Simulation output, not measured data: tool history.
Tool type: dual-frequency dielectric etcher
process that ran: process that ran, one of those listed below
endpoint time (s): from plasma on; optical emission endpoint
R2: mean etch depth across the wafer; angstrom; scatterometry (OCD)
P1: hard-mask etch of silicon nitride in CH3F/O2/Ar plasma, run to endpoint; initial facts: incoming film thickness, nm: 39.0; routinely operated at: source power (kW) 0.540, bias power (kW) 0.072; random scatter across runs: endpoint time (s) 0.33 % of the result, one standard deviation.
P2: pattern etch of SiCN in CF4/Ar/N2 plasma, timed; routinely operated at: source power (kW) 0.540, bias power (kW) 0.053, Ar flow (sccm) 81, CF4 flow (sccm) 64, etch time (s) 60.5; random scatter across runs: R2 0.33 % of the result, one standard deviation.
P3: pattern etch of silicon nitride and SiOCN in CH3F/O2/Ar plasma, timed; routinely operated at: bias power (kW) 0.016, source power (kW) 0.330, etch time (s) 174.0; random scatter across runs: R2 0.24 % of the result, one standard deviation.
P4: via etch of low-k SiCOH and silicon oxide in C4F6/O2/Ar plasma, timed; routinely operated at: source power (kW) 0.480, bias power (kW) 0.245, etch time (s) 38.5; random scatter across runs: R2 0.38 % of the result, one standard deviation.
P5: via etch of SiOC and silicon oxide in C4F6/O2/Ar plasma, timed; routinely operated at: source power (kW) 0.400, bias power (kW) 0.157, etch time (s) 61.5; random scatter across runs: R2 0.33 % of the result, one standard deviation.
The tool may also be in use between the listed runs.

Run 1, day 0.204: process that ran P1, source power (kW) 0.540, bias power (kW) 0.072. Result: endpoint time (s) 50.340.
Run 2, day 0.496: process that ran P2, source power (kW) 0.540, bias power (kW) 0.053, Ar flow (sccm) 81, CF4 flow (sccm) 64, etch time (s) 60.5. Result: R2 566.37 angstrom.
Run 3, day 0.775: process that ran P3, source power (kW) 0.330, bias power (kW) 0.010, etch time (s) 174.0. Result: R2 156.17 angstrom.
Run 4, day 1.238: process that ran P5, source power (kW) 0.400, bias power (kW) 0.157, etch time (s) 34.0. Result: R2 369.63 angstrom.
Run 5, day 1.525: process that ran P3, source power (kW) 0.330, bias power (kW) 0.016, etch time (s) 174.0. Result: R2 187.55 angstrom.
Run 6, day 1.988: process that ran P2, source power (kW) 0.540, bias power (kW) 0.053, Ar flow (sccm) 81, CF4 flow (sccm) 41, etch time (s) 60.5. Result: R2 523.47 angstrom.
Run 7, day 2.321: process that ran P1, source power (kW) 0.540, bias power (kW) 0.072. Result: endpoint time (s) 50.626.
Run 8, day 2.783: process that ran P2, source power (kW) 0.360, bias power (kW) 0.053, Ar flow (sccm) 81, CF4 flow (sccm) 64, etch time (s) 60.5. Result: R2 394.56 angstrom.
Run 9, day 3.229: process that ran P1, source power (kW) 0.670, bias power (kW) 0.099. Result: endpoint time (s) 41.689.
Run 10, day 3.608: process that ran P1, source power (kW) 0.540, bias power (kW) 0.072. Result: endpoint time (s) 50.625.
Run 11, day 3.883: process that ran P4, source power (kW) 0.480, bias power (kW) 0.245, etch time (s) 27.5. Result: R2 844.77 angstrom.
Run 12, day 4.112: process that ran P1, source power (kW) 0.540, bias power (kW) 0.058. Result: endpoint time (s) 54.042.
Run 13, day 4.567: process that ran P3, source power (kW) 0.330, bias power (kW) 0.016, etch time (s) 174.0. Result: R2 187.40 angstrom.
Run 14, day 4.850: process that ran P1, source power (kW) 0.730, bias power (kW) 0.072. Result: endpoint time (s) 44.725.
Run 15, day 5.183: process that ran P1, source power (kW) 0.540, bias power (kW) 0.072. Result: endpoint time (s) 50.699.
Run 16, day 5.525: process that ran P4, source power (kW) 0.480, bias power (kW) 0.245, etch time (s) 38.5. Result: R2 1189.40 angstrom.
Run 17, day 5.896: process that ran P3, source power (kW) 0.330, bias power (kW) 0.016, etch time (s) 113.5. Result: R2 122.63 angstrom.
Run 18, day 6.175: process that ran P4, source power (kW) 0.620, bias power (kW) 0.245, etch time (s) 38.5. Result: R2 1296.50 angstrom.
Run 19, day 6.604: process that ran P2, source power (kW) 0.540, bias power (kW) 0.053, Ar flow (sccm) 81, CF4 flow (sccm) 64, etch time (s) 74.0. Result: R2 690.70 angstrom.
Run 20, day 7.067: process that ran P2, source power (kW) 0.540, bias power (kW) 0.070, Ar flow (sccm) 81, CF4 flow (sccm) 64, etch time (s) 60.5. Result: R2 617.34 angstrom.
Run 21, day 7.346: process that ran P2, source power (kW) 0.540, bias power (kW) 0.053, Ar flow (sccm) 81, CF4 flow (sccm) 64, etch time (s) 60.5. Result: R2 566.37 angstrom.
Run 22, day 7.608: process that ran P3, source power (kW) 0.240, bias power (kW) 0.016, etch time (s) 174.0. Result: R2 167.10 angstrom.
Run 23, day 8.004: process that ran P1, source power (kW) 0.540, bias power (kW) 0.099. Result: endpoint time (s) 45.362.
Run 24, day 8.329: process that ran P1, source power (kW) 0.540, bias power (kW) 0.072. Result: endpoint time (s) 50.415.
Run 25, day 8.675: process that ran P5, source power (kW) 0.500, bias power (kW) 0.157, etch time (s) 61.5. Result: R2 723.07 angstrom.
Run 26, day 8.929: process that ran P1, source power (kW) 0.430, bias power (kW) 0.072. Result: endpoint time (s) 55.048.
Run 27, day 9.333: process that ran P5, source power (kW) 0.400, bias power (kW) 0.218, etch time (s) 61.5. Result: R2 738.60 angstrom.
Run 28, day 9.738: process that ran P5, source power (kW) 0.400, bias power (kW) 0.157, etch time (s) 61.5. Result: R2 662.40 angstrom.
Run 29, day 10.192: process that ran P2, source power (kW) 0.540, bias power (kW) 0.053, Ar flow (sccm) 103, CF4 flow (sccm) 64, etch time (s) 60.5. Result: R2 542.74 angstrom.
Run 30, day 10.521: process that ran P1, source power (kW) 0.540, bias power (kW) 0.072. Result: endpoint time (s) 50.465.
Run 31, day 10.892: process that ran P4, source power (kW) 0.480, bias power (kW) 0.342, etch time (s) 38.5. Result: R2 1323.60 angstrom.
Run 32, day 11.225: process that ran P1, source power (kW) 0.540, bias power (kW) 0.072. Result: endpoint time (s) 50.460.
Run 33, day 11.458: process that ran P1, source power (kW) 0.540, bias power (kW) 0.072. Result: endpoint time (s) 50.972.
Run 34, day 11.679: process that ran P1, source power (kW) 0.540, bias power (kW) 0.072. Result: endpoint time (s) 50.645.
Run 35, day 12.121: process that ran P1, source power (kW) 0.540, bias power (kW) 0.072. Result: endpoint time (s) 50.926.
Run 36, day 12.400: process that ran P1, source power (kW) 0.540, bias power (kW) 0.072. Result: endpoint time (s) 51.524.
At day 12.404: wet clean of the chamber.
Run 37, day 12.788: process that ran P1, source power (kW) 0.540, bias power (kW) 0.072. Result: endpoint time (s) 51.301.
Run 38, day 13.100: process that ran P1, source power (kW) 0.540, bias power (kW) 0.072. Result: endpoint time (s) 51.334.

The output of P1 has drifted from where it used to be. Each of the 2 causes below, taken at the size shown beside it, accounts for the log equally well:
A: bias power that arrives under what is set, % = 4.8
B: source power that arrives under what is set, % = 4.19
The creep began at about day 11.225.
Each remaining cause and why it is not a fit:
chamber walls in a state that lowers the etch rate, %: was serviced at day 12.404, once the creep was under way, yet the earlier output never came back

The list below offers 4 check runs, each averaging the results of 2 wafers, and shows each result as a question mark. For which of them would the listed causes give clearly different results?
Run check 1, day 13.412: process that ran P5, source power (kW) 0.400, bias power (kW) 0.216, etch time (s) 61.5. Result: R2 ?.
Run check 2, day 13.412: process that ran P4, source power (kW) 0.480, bias power (kW) 0.328, etch time (s) 38.5. Result: R2 ?.
Run check 3, day 13.412: process that ran P3, source power (kW) 0.330, bias power (kW) 0.012, etch time (s) 174.0. Result: R2 ?.
Run check 4, day 13.412: process that ran P2, source power (kW) 0.540, bias power (kW) 0.053, Ar flow (sccm) 99, CF4 flow (sccm) 64, etch time (s) 73.0. Result: R2 ?.

What each check would give under each cause:
  check  result     if A     if B
check 1      R2   726.65   726.61
check 2      R2  1280.00  1281.30
check 3      R2   163.90   164.43
check 4      R2   648.97   634.77
How far apart the two closest causes lie, in the result that separates them most: check 1 0.01 %; check 2 0.1 %; check 3 0.32 %; check 4 2.21 %
Check 4 tells the causes apart: in the others they would give nearly the same result.

Check 4 was carried out, with these results: R2 636.11 angstrom. Which of the listed causes is responsible?

The cause is B: source power that arrives under what is set, %.
